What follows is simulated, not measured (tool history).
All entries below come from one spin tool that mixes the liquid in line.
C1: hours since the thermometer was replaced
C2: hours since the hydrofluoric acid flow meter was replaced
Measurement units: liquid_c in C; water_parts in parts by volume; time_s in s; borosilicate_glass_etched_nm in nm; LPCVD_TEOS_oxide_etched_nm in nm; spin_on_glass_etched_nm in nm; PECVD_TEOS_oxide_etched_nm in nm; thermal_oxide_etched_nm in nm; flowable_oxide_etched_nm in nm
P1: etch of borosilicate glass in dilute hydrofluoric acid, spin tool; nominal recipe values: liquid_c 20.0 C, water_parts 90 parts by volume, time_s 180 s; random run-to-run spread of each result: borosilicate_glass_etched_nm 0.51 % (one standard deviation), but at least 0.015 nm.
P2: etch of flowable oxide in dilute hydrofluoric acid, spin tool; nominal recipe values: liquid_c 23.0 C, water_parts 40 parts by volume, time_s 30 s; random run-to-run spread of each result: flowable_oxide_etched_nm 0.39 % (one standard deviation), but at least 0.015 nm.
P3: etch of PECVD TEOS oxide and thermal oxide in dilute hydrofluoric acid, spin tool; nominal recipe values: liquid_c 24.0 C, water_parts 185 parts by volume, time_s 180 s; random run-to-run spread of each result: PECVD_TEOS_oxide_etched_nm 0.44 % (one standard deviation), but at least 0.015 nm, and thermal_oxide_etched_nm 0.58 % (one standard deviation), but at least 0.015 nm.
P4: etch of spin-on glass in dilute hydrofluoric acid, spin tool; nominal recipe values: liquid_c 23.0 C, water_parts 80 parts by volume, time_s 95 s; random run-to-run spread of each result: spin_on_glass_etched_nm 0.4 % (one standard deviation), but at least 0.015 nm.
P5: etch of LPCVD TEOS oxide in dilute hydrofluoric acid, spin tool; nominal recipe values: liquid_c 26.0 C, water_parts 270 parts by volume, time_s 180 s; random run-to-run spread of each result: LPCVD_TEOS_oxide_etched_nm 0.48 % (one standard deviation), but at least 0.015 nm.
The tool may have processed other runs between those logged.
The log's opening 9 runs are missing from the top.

{"run": 10, "hour": 74.1, "process": "P2", "liquid_c": 23.0, "water_parts": 60, "time_s": 30, "C1": 634.2, "C2": 131.4, "flowable_oxide_etched_nm": 30.151}
{"run": 11, "hour": 80.8, "process": "P1", "liquid_c": 20.0, "water_parts": 25, "time_s": 75, "C1": 640.9, "C2": 138.1, "borosilicate_glass_etched_nm": 60.861}
{"run": 12, "hour": 86.6, "process": "P5", "liquid_c": 26.0, "water_parts": 270, "time_s": 65, "C1": 646.7, "C2": 143.9, "LPCVD_TEOS_oxide_etched_nm": 6.4116}
{"hour": 90.1, "done": "hydrofluoric acid flow meter replaced"}
{"run": 13, "hour": 95.9, "process": "P3", "liquid_c": 24.0, "water_parts": 185, "time_s": 180, "C1": 656.0, "C2": 5.9, "PECVD_TEOS_oxide_etched_nm": 12.991, "thermal_oxide_etched_nm": 4.0093}
{"run": 14, "hour": 104.7, "process": "P3", "liquid_c": 24.0, "water_parts": 185, "time_s": 180, "C1": 664.8, "C2": 14.7, "PECVD_TEOS_oxide_etched_nm": 13.1, "thermal_oxide_etched_nm": 3.9976}
{"run": 15, "hour": 109.5, "process": "P1", "liquid_c": 20.0, "water_parts": 90, "time_s": 180, "C1": 669.6, "C2": 19.5, "borosilicate_glass_etched_nm": 37.661}
{"run": 16, "hour": 114.8, "process": "P1", "liquid_c": 20.0, "water_parts": 90, "time_s": 180, "C1": 674.9, "C2": 24.8, "borosilicate_glass_etched_nm": 37.413}
{"run": 17, "hour": 121.2, "process": "P2", "liquid_c": 23.0, "water_parts": 40, "time_s": 60, "C1": 681.3, "C2": 31.2, "flowable_oxide_etched_nm": 93.04}
{"run": 18, "hour": 126.0, "process": "P3", "liquid_c": 31.5, "water_parts": 185, "time_s": 180, "C1": 686.1, "C2": 36.0, "PECVD_TEOS_oxide_etched_nm": 16.937, "thermal_oxide_etched_nm": 5.228}
{"run": 19, "hour": 135.5, "process": "P1", "liquid_c": 20.0, "water_parts": 90, "time_s": 25, "C1": 695.6, "C2": 45.5, "borosilicate_glass_etched_nm": 5.1919}
{"run": 20, "hour": 144.1, "process": "P5", "liquid_c": 26.0, "water_parts": 270, "time_s": 180, "C1": 704.2, "C2": 54.1, "LPCVD_TEOS_oxide_etched_nm": 17.585}
{"run": 21, "hour": 154.0, "process": "P1", "liquid_c": 20.0, "water_parts": 30, "time_s": 180, "C1": 714.1, "C2": 64.0, "borosilicate_glass_etched_nm": 120.58}
{"run": 22, "hour": 161.4, "process": "P1", "liquid_c": 20.0, "water_parts": 160, "time_s": 180, "C1": 721.5, "C2": 71.4, "borosilicate_glass_etched_nm": 19.545}
{"run": 23, "hour": 170.2, "process": "P1", "liquid_c": 24.0, "water_parts": 90, "time_s": 180, "C1": 730.3, "C2": 80.2, "borosilicate_glass_etched_nm": 44.446}
{"run": 24, "hour": 177.5, "process": "P4", "liquid_c": 23.0, "water_parts": 115, "time_s": 95, "C1": 737.6, "C2": 87.5, "spin_on_glass_etched_nm": 29.396}
{"run": 25, "hour": 184.7, "process": "P4", "liquid_c": 23.0, "water_parts": 80, "time_s": 15, "C1": 744.8, "C2": 94.7, "spin_on_glass_etched_nm": 6.9173}
{"run": 26, "hour": 194.1, "process": "P5", "liquid_c": 32.0, "water_parts": 270, "time_s": 180, "C1": 754.2, "C2": 104.1, "LPCVD_TEOS_oxide_etched_nm": 21.494}
{"run": 27, "hour": 200.6, "process": "P2", "liquid_c": 30.5, "water_parts": 40, "time_s": 30, "C1": 760.7, "C2": 110.6, "flowable_oxide_etched_nm": 63.264}
{"run": 28, "hour": 207.8, "process": "P1", "liquid_c": 20.0, "water_parts": 90, "time_s": 180, "C1": 767.9, "C2": 117.8, "borosilicate_glass_etched_nm": 37.282}
{"run": 29, "hour": 212.7, "process": "P2", "liquid_c": 23.0, "water_parts": 40, "time_s": 30, "C1": 772.8, "C2": 122.7, "flowable_oxide_etched_nm": 46.444}
{"run": 30, "hour": 219.4, "process": "P1", "liquid_c": 17.0, "water_parts": 90, "time_s": 180, "C1": 779.5, "C2": 129.4, "borosilicate_glass_etched_nm": 32.952}

Run 31, settings as shown, results not yet in. Your forecast:
{"run": 31, "hour": 225.5, "process": "P1", "liquid_c": 20.0, "water_parts": 90, "time_s": 180, "C1": 785.6, "C2": 135.5, "borosilicate_glass_etched_nm": "?"}

{"run 31": {"borosilicate_glass_etched_nm": 37.417}}
